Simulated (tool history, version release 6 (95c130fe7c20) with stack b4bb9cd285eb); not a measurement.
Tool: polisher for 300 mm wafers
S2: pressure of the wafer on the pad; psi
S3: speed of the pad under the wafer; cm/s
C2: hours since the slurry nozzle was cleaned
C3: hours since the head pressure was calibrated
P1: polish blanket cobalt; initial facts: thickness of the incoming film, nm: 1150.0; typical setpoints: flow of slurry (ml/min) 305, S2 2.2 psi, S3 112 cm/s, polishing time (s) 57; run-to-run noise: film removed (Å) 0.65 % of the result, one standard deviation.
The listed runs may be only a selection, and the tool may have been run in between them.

{"run": 1, "hour": 3.9, "flow of slurry (ml/min)": 305, "S2": 2.2, "S3": 112, "polishing time (s)": 57, "wafers polished on this pad": 289, "C2": 330.8, "C3": 552.7, "film removed (Å)": 3551.5}
{"run": 2, "hour": 8.0, "flow of slurry (ml/min)": 385, "S2": 2.2, "S3": 112, "polishing time (s)": 57, "wafers polished on this pad": 316, "C2": 334.9, "C3": 556.8, "film removed (Å)": 3617.2}
{"run": 3, "hour": 11.8, "flow of slurry (ml/min)": 305, "S2": 2.2, "S3": 112, "polishing time (s)": 26, "wafers polished on this pad": 340, "C2": 338.7, "C3": 560.6, "film removed (Å)": 1622.2}
{"run": 4, "hour": 16.4, "flow of slurry (ml/min)": 305, "S2": 2.2, "S3": 112, "polishing time (s)": 57, "wafers polished on this pad": 370, "C2": 343.3, "C3": 565.2, "film removed (Å)": 3542.9}
{"run": 5, "hour": 19.8, "flow of slurry (ml/min)": 305, "S2": 2.2, "S3": 112, "polishing time (s)": 57, "wafers polished on this pad": 391, "C2": 346.7, "C3": 568.6, "film removed (Å)": 3554}
{"run": 6, "hour": 25.1, "flow of slurry (ml/min)": 185, "S2": 2.2, "S3": 112, "polishing time (s)": 57, "wafers polished on this pad": 425, "C2": 352, "C3": 573.9, "film removed (Å)": 3372.1}
{"run": 7, "hour": 28.1, "flow of slurry (ml/min)": 305, "S2": 2.2, "S3": 112, "polishing time (s)": 57, "wafers polished on this pad": 445, "C2": 355, "C3": 576.9, "film removed (Å)": 3546.4}
{"run": 8, "hour": 32.0, "flow of slurry (ml/min)": 305, "S2": 2.2, "S3": 112, "polishing time (s)": 57, "wafers polished on this pad": 470, "C2": 358.9, "C3": 580.8, "film removed (Å)": 3598.9}
{"run": 9, "hour": 37.0, "flow of slurry (ml/min)": 380, "S2": 3.1, "S3": 112, "polishing time (s)": 57, "wafers polished on this pad": 502, "C2": 363.9, "C3": 585.8, "film removed (Å)": 5108.2}
{"run": 10, "hour": 40.0, "flow of slurry (ml/min)": 305, "S2": 3.4, "S3": 112, "polishing time (s)": 57, "wafers polished on this pad": 521, "C2": 366.9, "C3": 588.8, "film removed (Å)": 5522.5}
{"run": 11, "hour": 42.6, "flow of slurry (ml/min)": 305, "S2": 2.2, "S3": 112, "polishing time (s)": 57, "wafers polished on this pad": 538, "C2": 369.5, "C3": 591.4, "film removed (Å)": 3558.6}
{"run": 12, "hour": 47.3, "flow of slurry (ml/min)": 305, "S2": 1.3, "S3": 112, "polishing time (s)": 57, "wafers polished on this pad": 568, "C2": 374.2, "C3": 596.1, "film removed (Å)": 2111.4}
{"run": 13, "hour": 50.7, "flow of slurry (ml/min)": 305, "S2": 2.2, "S3": 158, "polishing time (s)": 57, "wafers polished on this pad": 589, "C2": 377.6, "C3": 599.5, "film removed (Å)": 5068.4}
{"run": 14, "hour": 56.0, "flow of slurry (ml/min)": 305, "S2": 2.2, "S3": 54, "polishing time (s)": 57, "wafers polished on this pad": 623, "C2": 382.9, "C3": 604.8, "film removed (Å)": 1711.8}
{"run": 15, "hour": 60.7, "flow of slurry (ml/min)": 305, "S2": 2.2, "S3": 112, "polishing time (s)": 57, "wafers polished on this pad": 654, "C2": 387.6, "C3": 609.5, "film removed (Å)": 3564}
{"run": 16, "hour": 63.8, "flow of slurry (ml/min)": 305, "S2": 2.2, "S3": 112, "polishing time (s)": 87, "wafers polished on this pad": 673, "C2": 390.7, "C3": 612.6, "film removed (Å)": 5434}
{"run": 17, "hour": 68.3, "flow of slurry (ml/min)": 305, "S2": 2.2, "S3": 112, "polishing time (s)": 57, "wafers polished on this pad": 702, "C2": 395.2, "C3": 617.1, "film removed (Å)": 3564.3}
{"run": 18, "hour": 73.4, "flow of slurry (ml/min)": 305, "S2": 2.2, "S3": 112, "polishing time (s)": 57, "wafers polished on this pad": 735, "C2": 400.3, "C3": 622.2, "film removed (Å)": 3484.8}
{"run": 19, "hour": 78.6, "flow of slurry (ml/min)": 305, "S2": 2.2, "S3": 112, "polishing time (s)": 57, "wafers polished on this pad": 768, "C2": 405.5, "C3": 627.4, "film removed (Å)": 3443.7}
{"run": 20, "hour": 81.9, "flow of slurry (ml/min)": 305, "S2": 2.2, "S3": 112, "polishing time (s)": 57, "wafers polished on this pad": 789, "C2": 408.8, "C3": 630.7, "film removed (Å)": 3478.5}
{"run": 21, "hour": 87.4, "flow of slurry (ml/min)": 305, "S2": 2.2, "S3": 112, "polishing time (s)": 57, "wafers polished on this pad": 825, "C2": 414.3, "C3": 636.2, "film removed (Å)": 3407.2}
{"hour": 88.0, "done": "worn pad replaced by a new one"}
{"run": 22, "hour": 92.1, "flow of slurry (ml/min)": 305, "S2": 2.2, "S3": 112, "polishing time (s)": 57, "wafers polished on this pad": 26, "C2": 419, "C3": 640.9, "film removed (Å)": 3419.5}
{"run": 23, "hour": 96.4, "flow of slurry (ml/min)": 305, "S2": 2.2, "S3": 112, "polishing time (s)": 57, "wafers polished on this pad": 54, "C2": 423.3, "C3": 645.2, "film removed (Å)": 3417.7}
{"run": 24, "hour": 101.2, "flow of slurry (ml/min)": 305, "S2": 2.2, "S3": 112, "polishing time (s)": 57, "wafers polished on this pad": 84, "C2": 428.1, "C3": 650, "film removed (Å)": 3395.9}
{"run": 25, "hour": 104.5, "flow of slurry (ml/min)": 305, "S2": 2.2, "S3": 112, "polishing time (s)": 57, "wafers polished on this pad": 106, "C2": 431.4, "C3": 653.3, "film removed (Å)": 3407.2}
{"run": 26, "hour": 108.3, "flow of slurry (ml/min)": 305, "S2": 2.2, "S3": 112, "polishing time (s)": 57, "wafers polished on this pad": 130, "C2": 435.2, "C3": 657.1, "film removed (Å)": 3394.8}

Run 27, settings as shown, results not yet in. Your forecast:
{"run": 27, "hour": 110.8, "flow of slurry (ml/min)": 305, "S2": 2.2, "S3": 112, "polishing time (s)": 57, "wafers polished on this pad": 146, "C2": 437.7, "C3": 659.6, "film removed (Å)": "?"}

Run 27 gave film removed (Å) 3445.2.

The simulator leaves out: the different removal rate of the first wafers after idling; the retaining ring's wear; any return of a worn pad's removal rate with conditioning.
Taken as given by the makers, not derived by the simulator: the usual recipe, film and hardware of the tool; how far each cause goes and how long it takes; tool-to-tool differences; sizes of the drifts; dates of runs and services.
